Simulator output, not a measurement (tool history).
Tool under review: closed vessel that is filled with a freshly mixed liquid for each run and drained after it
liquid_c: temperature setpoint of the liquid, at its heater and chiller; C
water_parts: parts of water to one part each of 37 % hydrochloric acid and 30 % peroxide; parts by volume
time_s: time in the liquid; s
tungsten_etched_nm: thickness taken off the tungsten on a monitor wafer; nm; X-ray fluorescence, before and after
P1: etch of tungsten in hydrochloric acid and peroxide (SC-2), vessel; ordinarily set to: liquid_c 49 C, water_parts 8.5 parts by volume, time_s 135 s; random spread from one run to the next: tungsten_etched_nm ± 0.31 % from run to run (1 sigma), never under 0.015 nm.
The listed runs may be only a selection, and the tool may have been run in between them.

run   hour  liquid_c  water_parts  time_s  hours since the thermometer was replaced  hours since the chemicals flow meter was replaced  hours since the drum of peroxide was connected  tungsten_etched_nm
  1      7        49          8.5     135                                     866.4                                             1685.3                                           517.6              25.311
  2   12.7        62          8.5     135                                     872.1                                               1691                                           523.3              58.858
  3   20.4        49           15     135                                     879.8                                             1698.7                                             531              15.684
  4   25.7        49          8.5      30                                     885.1                                               1704                                           536.3              5.6593
  5   34.6        49          8.5     135                                       894                                             1712.9                                           545.2              25.522
  6   42.3        49            4     135                                     901.7                                             1720.6                                           552.9              44.455
      47.5  -- new drum of peroxide connected
  7   51.4        49          8.5     205                                     910.8                                             1729.7                                             3.9              38.542
  8   60.1        59            4     135                                     919.5                                             1738.4                                            12.6              85.478
  9   64.7        49          8.5     135                                     924.1                                               1743                                            17.2              25.318
 10   70.3        49          8.5     135                                     929.7                                             1748.6                                            22.8              25.321
 11   77.7        35          8.5     135                                     937.1                                               1756                                            30.2              9.4792
 12   84.4        49          8.5     135                                     943.8                                             1762.7                                            36.9              25.432
 13   94.1        49          8.5     135                                     953.5                                             1772.4                                            46.6              25.371
 14  104.5        49          8.5     135                                     963.9                                             1782.8                                              57               24.44

What will run 15 give?
 15  112.1        49          8.5     135                                     971.5                                             1790.4                                            64.6                   ?

For run 15 the tool returned tungsten_etched_nm 24.087 nm.
